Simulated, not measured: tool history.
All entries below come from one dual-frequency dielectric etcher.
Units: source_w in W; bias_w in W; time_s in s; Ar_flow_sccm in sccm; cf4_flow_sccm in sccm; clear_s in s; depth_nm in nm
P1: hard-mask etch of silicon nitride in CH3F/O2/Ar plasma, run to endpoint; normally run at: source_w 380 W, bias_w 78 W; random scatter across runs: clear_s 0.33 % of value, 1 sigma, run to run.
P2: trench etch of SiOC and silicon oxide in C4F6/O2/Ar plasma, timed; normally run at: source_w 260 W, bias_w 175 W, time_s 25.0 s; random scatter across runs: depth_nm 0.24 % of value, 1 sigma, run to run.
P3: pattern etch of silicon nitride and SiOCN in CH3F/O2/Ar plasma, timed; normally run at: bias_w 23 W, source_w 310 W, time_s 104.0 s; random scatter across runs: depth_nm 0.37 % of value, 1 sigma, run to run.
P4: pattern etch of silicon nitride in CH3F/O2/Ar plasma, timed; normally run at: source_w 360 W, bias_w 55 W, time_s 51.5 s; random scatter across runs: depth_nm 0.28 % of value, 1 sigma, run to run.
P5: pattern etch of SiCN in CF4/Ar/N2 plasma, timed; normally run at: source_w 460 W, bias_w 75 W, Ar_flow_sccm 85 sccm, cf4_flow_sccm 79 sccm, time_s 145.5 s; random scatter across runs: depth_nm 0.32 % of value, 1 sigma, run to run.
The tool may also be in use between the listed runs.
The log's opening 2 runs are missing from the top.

run,day,process,source_w,bias_w,time_s,Ar_flow_sccm,cf4_flow_sccm,clear_s,depth_nm
3,0.671,P2,260,175,25.0,,,,42.606
4,0.821,P1,270,96,,,,43.744,
5,0.958,P5,460,75,145.5,85,79,,138.900
6,1.083,P4,360,55,51.5,,,,31.165
7,1.354,P1,530,57,,,,40.600,
8,1.617,P5,460,75,145.5,85,100,,142.530
9,1.862,P2,260,175,31.5,,,,53.809
10,2.058,P3,310,23,104.0,,,,13.037
11,2.312,P3,380,23,104.0,,,,13.846
12,2.492,P4,480,55,51.5,,,,35.054
13,2.746,P2,170,175,25.0,,,,36.440
14,2.908,P1,250,78,,,,48.495,
15,3.142,P1,470,78,,,,38.352,
16,3.321,P1,380,109,,,,36.967,
17,3.512,P3,310,23,59.0,,,,7.359
18,3.788,P3,310,30,104.0,,,,14.678
19,4.071,P1,380,78,,,,41.558,
20,4.292,P4,360,55,51.5,,,,31.241
21,4.429,P2,260,136,25.0,,,,39.506
22,4.700,P1,380,78,,,,41.630,
23,4.888,P1,380,78,,,,41.589,
24,5.062,P5,460,75,145.5,85,79,,138.300
25,5.258,P5,460,75,215.0,85,79,,204.100
26,5.521,P1,380,54,,,,47.084,
27,5.667,P1,450,103,,,,35.288,

Estimate the outcome of run 28 from the log above:
28,5.921,P5,460,94,145.5,85,79,,?

depth_nm: 149.180 nm
